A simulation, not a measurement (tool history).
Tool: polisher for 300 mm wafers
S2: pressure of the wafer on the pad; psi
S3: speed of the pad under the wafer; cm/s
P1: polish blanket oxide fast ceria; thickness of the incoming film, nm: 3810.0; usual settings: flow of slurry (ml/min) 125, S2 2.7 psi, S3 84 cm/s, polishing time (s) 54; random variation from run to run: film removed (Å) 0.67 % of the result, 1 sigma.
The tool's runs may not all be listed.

Run 1, day 0.179: flow of slurry (ml/min) 125, S2 2.7 psi, S3 84 cm/s, polishing time (s) 54. Result: film removed (Å) 7591.5.
At day 0.371: head pressure recalibrated.
Run 2, day 0.379: flow of slurry (ml/min) 125, S2 2.7 psi, S3 84 cm/s, polishing time (s) 24. Result: film removed (Å) 3373.1.
Run 3, day 0.562: flow of slurry (ml/min) 75, S2 2.7 psi, S3 84 cm/s, polishing time (s) 54. Result: film removed (Å) 6693.
Run 4, day 0.708: flow of slurry (ml/min) 125, S2 2.7 psi, S3 132 cm/s, polishing time (s) 54. Result: film removed (Å) 12039.
Run 5, day 0.862: flow of slurry (ml/min) 125, S2 4.2 psi, S3 84 cm/s, polishing time (s) 54. Result: film removed (Å) 11842.
Run 6, day 1.067: flow of slurry (ml/min) 125, S2 2.7 psi, S3 84 cm/s, polishing time (s) 82. Result: film removed (Å) 11571.
Run 7, day 1.308: flow of slurry (ml/min) 125, S2 2.7 psi, S3 84 cm/s, polishing time (s) 54. Result: film removed (Å) 7560.5.
Run 8, day 1.558: flow of slurry (ml/min) 125, S2 1.5 psi, S3 84 cm/s, polishing time (s) 54. Result: film removed (Å) 4183.1.
Run 9, day 1.792: flow of slurry (ml/min) 75, S2 2.1 psi, S3 84 cm/s, polishing time (s) 54. Result: film removed (Å) 5134.4.
Run 10, day 2.058: flow of slurry (ml/min) 125, S2 2.7 psi, S3 84 cm/s, polishing time (s) 54. Result: film removed (Å) 7572.5.
Run 11, day 2.229: flow of slurry (ml/min) 125, S2 2.7 psi, S3 84 cm/s, polishing time (s) 54. Result: film removed (Å) 7676.8.
Run 12, day 2.375: flow of slurry (ml/min) 185, S2 2.7 psi, S3 84 cm/s, polishing time (s) 54. Result: film removed (Å) 8126.6.
Run 13, day 2.604: flow of slurry (ml/min) 125, S2 2.7 psi, S3 38 cm/s, polishing time (s) 54. Result: film removed (Å) 3428.4.
Run 14, day 2.808: flow of slurry (ml/min) 125, S2 2.7 psi, S3 84 cm/s, polishing time (s) 54. Result: film removed (Å) 7592.9.
Run 15, day 2.933: flow of slurry (ml/min) 125, S2 2.7 psi, S3 84 cm/s, polishing time (s) 54. Result: film removed (Å) 7477.5.
Run 16, day 3.212: flow of slurry (ml/min) 125, S2 2.7 psi, S3 84 cm/s, polishing time (s) 54. Result: film removed (Å) 7149.4.
Run 17, day 3.412: flow of slurry (ml/min) 125, S2 2.7 psi, S3 84 cm/s, polishing time (s) 54. Result: film removed (Å) 7048.1.
Run 18, day 3.55: flow of slurry (ml/min) 125, S2 2.7 psi, S3 84 cm/s, polishing time (s) 54. Result: film removed (Å) 7041.5.
Run 19, day 3.825: flow of slurry (ml/min) 125, S2 2.7 psi, S3 84 cm/s, polishing time (s) 54. Result: film removed (Å) 6986.9.
At day 3.992: head pressure recalibrated.
Run 20, day 4.025: flow of slurry (ml/min) 125, S2 2.7 psi, S3 84 cm/s, polishing time (s) 54. Result: film removed (Å) 6917.5.
Run 21, day 4.279: flow of slurry (ml/min) 125, S2 2.7 psi, S3 84 cm/s, polishing time (s) 54. Result: film removed (Å) 6955.1.
Run 22, day 4.429: flow of slurry (ml/min) 125, S2 2.7 psi, S3 84 cm/s, polishing time (s) 54. Result: film removed (Å) 6912.3.

What P1 gives has crept away from where it was. These 2 causes fit the log equally well, each at the size given:
A: removal rate lost through wear of the pad, % = 8.9
B: slurry flow missing at the pad, % = 31.7
The creep began at about day 2.808.
Why every other cause is out:
head's pressure below its setpoint, %: serviced at day 3.992, which brought nothing back

4 check runs are offered, each on 5 wafers whose results are averaged, their results left as question marks. Which one tells the causes apart?
Run check 1, day 4.579: flow of slurry (ml/min) 125, S2 1.5 psi, S3 40 cm/s, polishing time (s) 54. Result: film removed (Å) ?.
Run check 2, day 4.579: flow of slurry (ml/min) 175, S2 2.7 psi, S3 84 cm/s, polishing time (s) 76. Result: film removed (Å) ?.
Run check 3, day 4.579: flow of slurry (ml/min) 125, S2 2.7 psi, S3 130 cm/s, polishing time (s) 54. Result: film removed (Å) ?.
Run check 4, day 4.579: flow of slurry (ml/min) 125, S2 2.2 psi, S3 84 cm/s, polishing time (s) 79. Result: film removed (Å) ?.

What each check would give under each cause:
  check            result    if A   if B
check 1  film removed (Å)  1832.2   1832
check 2  film removed (Å)   10344  10599
check 3  film removed (Å)   10718  10717
check 4  film removed (Å)  8255.5   8255
How far apart the two closest causes lie, in the result that separates them most: check 1 0.01 %; check 2 2.44 %; check 3 0.01 %; check 4 0.01 %
Check 2 tells the causes apart: in the others they would give nearly the same result.

Then check 2 was run and gave: film removed (Å) 10390. Which cause is it?

It is A: removal rate lost through wear of the pad, %.
